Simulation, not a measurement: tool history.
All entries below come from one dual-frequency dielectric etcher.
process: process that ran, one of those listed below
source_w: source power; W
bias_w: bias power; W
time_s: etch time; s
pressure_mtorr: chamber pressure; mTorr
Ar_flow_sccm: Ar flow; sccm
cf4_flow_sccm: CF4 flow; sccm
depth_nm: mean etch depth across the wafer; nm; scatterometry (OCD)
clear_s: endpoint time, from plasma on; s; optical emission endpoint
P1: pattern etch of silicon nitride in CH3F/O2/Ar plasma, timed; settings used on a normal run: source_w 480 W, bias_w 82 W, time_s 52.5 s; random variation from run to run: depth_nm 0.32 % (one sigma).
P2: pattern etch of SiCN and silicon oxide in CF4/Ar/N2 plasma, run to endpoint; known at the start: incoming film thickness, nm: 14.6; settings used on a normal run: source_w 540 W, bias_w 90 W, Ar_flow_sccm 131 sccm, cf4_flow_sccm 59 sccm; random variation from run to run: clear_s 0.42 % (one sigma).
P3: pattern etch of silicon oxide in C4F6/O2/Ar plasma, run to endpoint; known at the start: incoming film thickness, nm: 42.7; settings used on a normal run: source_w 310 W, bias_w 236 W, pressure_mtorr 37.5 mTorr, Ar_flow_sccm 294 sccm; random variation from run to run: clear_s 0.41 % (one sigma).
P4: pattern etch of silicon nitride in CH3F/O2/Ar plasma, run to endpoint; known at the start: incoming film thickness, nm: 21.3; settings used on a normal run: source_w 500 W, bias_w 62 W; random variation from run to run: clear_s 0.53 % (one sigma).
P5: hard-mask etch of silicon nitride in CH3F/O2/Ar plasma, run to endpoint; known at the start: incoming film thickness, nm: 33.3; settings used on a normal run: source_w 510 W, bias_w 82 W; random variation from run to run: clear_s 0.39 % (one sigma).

| run | hour | process | source_w | bias_w | time_s | pressure_mtorr | Ar_flow_sccm | cf4_flow_sccm | hours since the last wet clean | hours since the last source power generator calibration | hours since the last bias power generator calibration | depth_nm | clear_s |
|---|---|---|---|---|---|---|---|---|---|---|---|---|---|
| 1 | 15.5 | P1 | 480 | 82 | 52.5 |  |  |  | 437.3 | 2288.6 | 752.5 | 40.443 |  |
| 2 | 30.8 | P5 | 510 | 111 |  |  |  |  | 452.6 | 2303.9 | 767.8 |  | 36.865 |
| 3 | 43.1 | P1 | 590 | 82 | 39 |  |  |  | 464.9 | 2316.2 | 780.1 | 32.62 |  |
| 4 | 56.5 | P3 | 310 | 236 |  | 53.5 | 294 |  | 478.3 | 2329.6 | 793.5 |  | 14.881 |
| 5 | 68.4 | P1 | 480 | 82 | 66.5 |  |  |  | 490.2 | 2341.5 | 805.4 | 51.353 |  |
| 6 | 83.3 | P3 | 310 | 280 |  | 37.5 | 294 |  | 505.1 | 2356.4 | 820.3 |  | 13.448 |
| 7 | 93.9 | P4 | 500 | 39 |  |  |  |  | 515.7 | 2367 | 830.9 |  | 34.49 |
| 8 | 101.6 | P1 | 480 | 56 | 52.5 |  |  |  | 523.4 | 2374.7 | 838.6 | 35.867 |  |
| 9 | 111.3 | P2 | 540 | 110 |  |  | 131 | 59 | 533.1 | 2384.4 | 848.3 |  | 13.586 |
| 10 | 122.8 | P1 | 660 | 82 | 52.5 |  |  |  | 544.6 | 2395.9 | 859.8 | 45.561 |  |
| 11 | 138.1 | P2 | 540 | 90 |  |  | 97 | 59 | 559.9 | 2411.2 | 875.1 |  | 14.028 |
| 12 | 153.6 | P1 | 480 | 82 | 52.5 |  |  |  | 575.4 | 2426.7 | 890.6 | 40.521 |  |
|  | 161.1 | wet clean of the chamber |
| 13 | 161.5 | P1 | 320 | 82 | 52.5 |  |  |  | 0.5 | 2434.6 | 898.5 | 34.825 |  |
| 14 | 174.4 | P1 | 480 | 82 | 52.5 |  |  |  | 13.4 | 2447.5 | 911.4 | 40.468 |  |
| 15 | 186.2 | P3 | 440 | 236 |  | 37.5 | 294 |  | 25.2 | 2459.3 | 923.2 |  | 12.328 |
| 16 | 196.2 | P1 | 590 | 82 | 37 |  |  |  | 35.2 | 2469.3 | 933.2 | 30.618 |  |
| 17 | 206.3 | P2 | 700 | 90 |  |  | 131 | 59 | 45.3 | 2479.4 | 943.3 |  | 11.68 |
| 18 | 218.1 | P3 | 310 | 236 |  | 37.5 | 226 |  | 57.1 | 2491.2 | 955.1 |  | 13.851 |
| 19 | 228.5 | P2 | 540 | 90 |  |  | 131 | 59 | 67.5 | 2501.6 | 965.5 |  | 14.601 |
| 20 | 237.7 | P2 | 540 | 90 |  |  | 131 | 59 | 76.7 | 2510.8 | 974.7 |  | 14.572 |
| 21 | 247.3 | P4 | 500 | 62 |  |  |  |  | 86.3 | 2520.4 | 984.3 |  | 30.131 |
| 22 | 258.4 | P3 | 310 | 236 |  | 37.5 | 294 |  | 97.4 | 2531.5 | 995.4 |  | 14.161 |
| 23 | 271.1 | P2 | 540 | 90 |  |  | 131 | 84 | 110.1 | 2544.2 | 1008.1 |  | 13.854 |
| 24 | 283.6 | P1 | 480 | 113 | 52.5 |  |  |  | 122.6 | 2556.7 | 1020.6 | 45.479 |  |
| 25 | 291.7 | P1 | 480 | 82 | 52.5 |  |  |  | 130.7 | 2564.8 | 1028.7 | 40.514 |  |
| 26 | 307.8 | P1 | 480 | 82 | 35.5 |  |  |  | 146.8 | 2580.9 | 1044.8 | 27.294 |  |
| 27 | 321.1 | P1 | 480 | 82 | 52.5 |  |  |  | 160.1 | 2594.2 | 1058.1 | 40.607 |  |
| 28 | 334.4 | P5 | 610 | 82 |  |  |  |  | 173.4 | 2607.5 | 1071.4 |  | 38.644 |
| 29 | 347.4 | P5 | 510 | 82 |  |  |  |  | 186.4 | 2620.5 | 1084.4 |  | 41.415 |
| 30 | 361.1 | P1 | 480 | 82 | 52.5 |  |  |  | 200.1 | 2634.2 | 1098.1 | 40.436 |  |

For run 31, what comes out?
| 31 | 371 | P4 | 680 | 62 |  |  |  |  | 210 | 2644.1 | 1108 |  | ? |

{"run 31": {"clear_s": 26.492}}
